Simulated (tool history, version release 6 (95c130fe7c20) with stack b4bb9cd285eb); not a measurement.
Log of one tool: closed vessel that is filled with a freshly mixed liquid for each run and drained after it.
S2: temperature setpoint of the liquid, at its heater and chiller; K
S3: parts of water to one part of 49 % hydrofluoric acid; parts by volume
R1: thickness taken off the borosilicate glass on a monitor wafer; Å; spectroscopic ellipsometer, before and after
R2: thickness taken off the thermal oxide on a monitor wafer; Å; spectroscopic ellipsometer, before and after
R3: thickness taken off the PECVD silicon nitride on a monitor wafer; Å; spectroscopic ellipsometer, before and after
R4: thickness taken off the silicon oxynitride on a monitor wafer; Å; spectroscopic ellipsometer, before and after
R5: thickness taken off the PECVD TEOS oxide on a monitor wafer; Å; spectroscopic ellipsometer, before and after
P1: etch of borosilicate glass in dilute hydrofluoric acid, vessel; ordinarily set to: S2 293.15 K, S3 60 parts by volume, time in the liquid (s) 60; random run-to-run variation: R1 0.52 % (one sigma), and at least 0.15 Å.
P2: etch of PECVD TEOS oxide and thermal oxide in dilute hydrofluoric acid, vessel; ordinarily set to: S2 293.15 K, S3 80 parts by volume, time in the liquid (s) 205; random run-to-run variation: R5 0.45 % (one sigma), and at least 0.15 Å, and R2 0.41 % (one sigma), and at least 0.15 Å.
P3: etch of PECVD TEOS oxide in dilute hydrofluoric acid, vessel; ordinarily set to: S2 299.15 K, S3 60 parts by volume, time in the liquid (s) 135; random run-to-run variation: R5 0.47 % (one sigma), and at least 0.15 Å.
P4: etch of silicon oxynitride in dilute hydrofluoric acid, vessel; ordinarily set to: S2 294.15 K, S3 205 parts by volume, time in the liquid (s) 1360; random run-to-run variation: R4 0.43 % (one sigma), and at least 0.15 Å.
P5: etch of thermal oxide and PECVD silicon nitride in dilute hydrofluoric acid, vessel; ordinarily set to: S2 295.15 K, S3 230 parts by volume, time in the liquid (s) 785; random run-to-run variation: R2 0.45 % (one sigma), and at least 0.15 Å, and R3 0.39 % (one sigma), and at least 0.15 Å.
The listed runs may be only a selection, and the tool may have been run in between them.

{"run": 1, "hour": 11.3, "process that ran": "P1", "S2": 293.15, "S3": 60, "time in the liquid (s)": 60, "R1": 282.88}
{"run": 2, "hour": 20.1, "process that ran": "P5", "S2": 295.15, "S3": 230, "time in the liquid (s)": 785, "R2": 131.89, "R3": 86.576}
{"run": 3, "hour": 32.3, "process that ran": "P1", "S2": 293.15, "S3": 60, "time in the liquid (s)": 30, "R1": 142.96}
{"run": 4, "hour": 40.8, "process that ran": "P4", "S2": 294.15, "S3": 205, "time in the liquid (s)": 1360, "R4": 254.12}
{"run": 5, "hour": 60.3, "process that ran": "P1", "S2": 290.15, "S3": 60, "time in the liquid (s)": 60, "R1": 249.96}
{"run": 6, "hour": 75.7, "process that ran": "P3", "S2": 299.15, "S3": 60, "time in the liquid (s)": 40, "R5": 142.3}
{"run": 7, "hour": 89.4, "process that ran": "P5", "S2": 295.15, "S3": 230, "time in the liquid (s)": 785, "R2": 131.17, "R3": 86.483}
{"run": 8, "hour": 98.2, "process that ran": "P2", "S2": 297.15, "S3": 80, "time in the liquid (s)": 205, "R2": 123.01, "R5": 219.65}
{"run": 9, "hour": 113.0, "process that ran": "P4", "S2": 298.65, "S3": 205, "time in the liquid (s)": 1360, "R4": 315.63}
{"run": 10, "hour": 126.1, "process that ran": "P1", "S2": 293.15, "S3": 85, "time in the liquid (s)": 60, "R1": 195.2}
{"run": 11, "hour": 136.1, "process that ran": "P1", "S2": 290.15, "S3": 60, "time in the liquid (s)": 30, "R1": 125.37}
{"run": 12, "hour": 148.3, "process that ran": "P3", "S2": 299.15, "S3": 60, "time in the liquid (s)": 135, "R5": 478.63}
{"run": 13, "hour": 160.8, "process that ran": "P1", "S2": 299.15, "S3": 60, "time in the liquid (s)": 60, "R1": 362.21}
{"run": 14, "hour": 175.2, "process that ran": "P3", "S2": 299.15, "S3": 90, "time in the liquid (s)": 135, "R5": 311.57}
{"run": 15, "hour": 186.6, "process that ran": "P5", "S2": 295.15, "S3": 230, "time in the liquid (s)": 1190, "R2": 197.57, "R3": 130.55}
{"run": 16, "hour": 196.3, "process that ran": "P5", "S2": 295.15, "S3": 130, "time in the liquid (s)": 785, "R2": 257.18, "R3": 151.72}
{"run": 17, "hour": 215.6, "process that ran": "P1", "S2": 293.15, "S3": 20, "time in the liquid (s)": 30, "R1": 445.31}
{"run": 18, "hour": 234.5, "process that ran": "P2", "S2": 293.15, "S3": 80, "time in the liquid (s)": 30, "R2": 15.606, "R5": 27.25}
{"run": 19, "hour": 243.3, "process that ran": "P3", "S2": 306.65, "S3": 60, "time in the liquid (s)": 135, "R5": 639.28}
{"run": 20, "hour": 258.5, "process that ran": "P1", "S2": 293.15, "S3": 60, "time in the liquid (s)": 60, "R1": 284.09}
{"run": 21, "hour": 270.2, "process that ran": "P1", "S2": 293.15, "S3": 60, "time in the liquid (s)": 60, "R1": 281.44}
{"run": 22, "hour": 289.5, "process that ran": "P1", "S2": 293.15, "S3": 60, "time in the liquid (s)": 60, "R1": 284.15}
{"hour": 297.5, "done": "hydrofluoric acid flow meter replaced"}
{"run": 23, "hour": 307.7, "process that ran": "P1", "S2": 293.15, "S3": 60, "time in the liquid (s)": 60, "R1": 282.58}
{"run": 24, "hour": 325.0, "process that ran": "P1", "S2": 293.15, "S3": 60, "time in the liquid (s)": 95, "R1": 449.7}
{"run": 25, "hour": 337.0, "process that ran": "P1", "S2": 293.15, "S3": 20, "time in the liquid (s)": 60, "R1": 887.72}
{"run": 26, "hour": 353.0, "process that ran": "P4", "S2": 294.15, "S3": 205, "time in the liquid (s)": 2585, "R4": 486.24}
{"run": 27, "hour": 368.7, "process that ran": "P1", "S2": 293.15, "S3": 60, "time in the liquid (s)": 60, "R1": 285.18}
{"run": 28, "hour": 384.1, "process that ran": "P2", "S2": 293.15, "S3": 140, "time in the liquid (s)": 205, "R2": 56.031, "R5": 100.7}
{"run": 29, "hour": 393.3, "process that ran": "P1", "S2": 293.15, "S3": 60, "time in the liquid (s)": 60, "R1": 283.05}
{"run": 30, "hour": 411.9, "process that ran": "P2", "S2": 293.15, "S3": 80, "time in the liquid (s)": 205, "R2": 103.95, "R5": 188.73}
{"run": 31, "hour": 430.9, "process that ran": "P5", "S2": 290.15, "S3": 230, "time in the liquid (s)": 785, "R2": 109.02, "R3": 61.935}
{"run": 32, "hour": 445.6, "process that ran": "P2", "S2": 293.15, "S3": 80, "time in the liquid (s)": 205, "R2": 103.55, "R5": 187.24}
{"run": 33, "hour": 459.0, "process that ran": "P4", "S2": 294.15, "S3": 280, "time in the liquid (s)": 1360, "R4": 177.46}
{"run": 34, "hour": 477.7, "process that ran": "P1", "S2": 293.15, "S3": 60, "time in the liquid (s)": 60, "R1": 284.58}
{"run": 35, "hour": 494.1, "process that ran": "P1", "S2": 293.15, "S3": 60, "time in the liquid (s)": 60, "R1": 269.34}
{"run": 36, "hour": 502.8, "process that ran": "P1", "S2": 293.15, "S3": 60, "time in the liquid (s)": 60, "R1": 268.85}
{"run": 37, "hour": 514.2, "process that ran": "P1", "S2": 293.15, "S3": 60, "time in the liquid (s)": 60, "R1": 262.58}
{"run": 38, "hour": 526.1, "process that ran": "P1", "S2": 293.15, "S3": 60, "time in the liquid (s)": 60, "R1": 261.41}
{"run": 39, "hour": 537.8, "process that ran": "P1", "S2": 293.15, "S3": 60, "time in the liquid (s)": 60, "R1": 259.58}
{"run": 40, "hour": 552.3, "process that ran": "P1", "S2": 293.15, "S3": 60, "time in the liquid (s)": 60, "R1": 259.08}
{"run": 41, "hour": 563.1, "process that ran": "P1", "S2": 293.15, "S3": 60, "time in the liquid (s)": 60, "R1": 258.91}
{"run": 42, "hour": 577.0, "process that ran": "P1", "S2": 293.15, "S3": 60, "time in the liquid (s)": 60, "R1": 256.77}
{"run": 43, "hour": 587.6, "process that ran": "P1", "S2": 293.15, "S3": 60, "time in the liquid (s)": 60, "R1": 255.74}
{"run": 44, "hour": 597.9, "process that ran": "P1", "S2": 293.15, "S3": 60, "time in the liquid (s)": 60, "R1": 254.92}

P1 has crept away from where it was. The log is fitted equally well by each of these 2 causes, at the sizes shown:
A: hydrofluoric acid flow below the setpoint (%) = 9.14
B: liquid colder than its thermometer reads (K) = 2.42
The process output started creeping at around hour 477.7.

Consider the 4 single-wafer check runs listed below, results given as question marks: which one distinguishes between the causes by giving clearly different results for each?
{"run": "check 1", "hour": 608.2, "process that ran": "P2", "S2": 293.15, "S3": 80, "time in the liquid (s)": 205, "R2": "?", "R5": "?"}
{"run": "check 2", "hour": 608.2, "process that ran": "P3", "S2": 299.15, "S3": 60, "time in the liquid (s)": 135, "R5": "?"}
{"run": "check 3", "hour": 608.2, "process that ran": "P4", "S2": 294.15, "S3": 205, "time in the liquid (s)": 1360, "R4": "?"}
{"run": "check 4", "hour": 608.2, "process that ran": "P5", "S2": 295.15, "S3": 230, "time in the liquid (s)": 785, "R2": "?", "R3": "?"}

What each check would give under each cause:
check=check_1 result=R2 if_A=93.848 if_B=94.162
check=check_1 result=R5 if_A=169.06 if_B=169.62
check=check_2 result=R5 if_A=434.05 if_B=436.66
check=check_3 result=R4 if_A=228.92 if_B=228.28
check=check_4 result=R2 if_A=116.730 if_B=120.000
check=check_4 result=R3 if_A=78.744 if_B=74.002
Separation of the two closest causes in each check, using whichever result separates them best: check 1 0.33 %; check 2 0.6 %; check 3 0.28 %; check 4 6.21 %
Check 4 distinguishes between the causes, while the remaining checks would return nearly the same result for all of them.

The results of check 4 are: R2 120.280 Å; R3 73.776 Å. Based on these, which of the listed causes is it?

It is B: liquid colder than its thermometer reads (K).

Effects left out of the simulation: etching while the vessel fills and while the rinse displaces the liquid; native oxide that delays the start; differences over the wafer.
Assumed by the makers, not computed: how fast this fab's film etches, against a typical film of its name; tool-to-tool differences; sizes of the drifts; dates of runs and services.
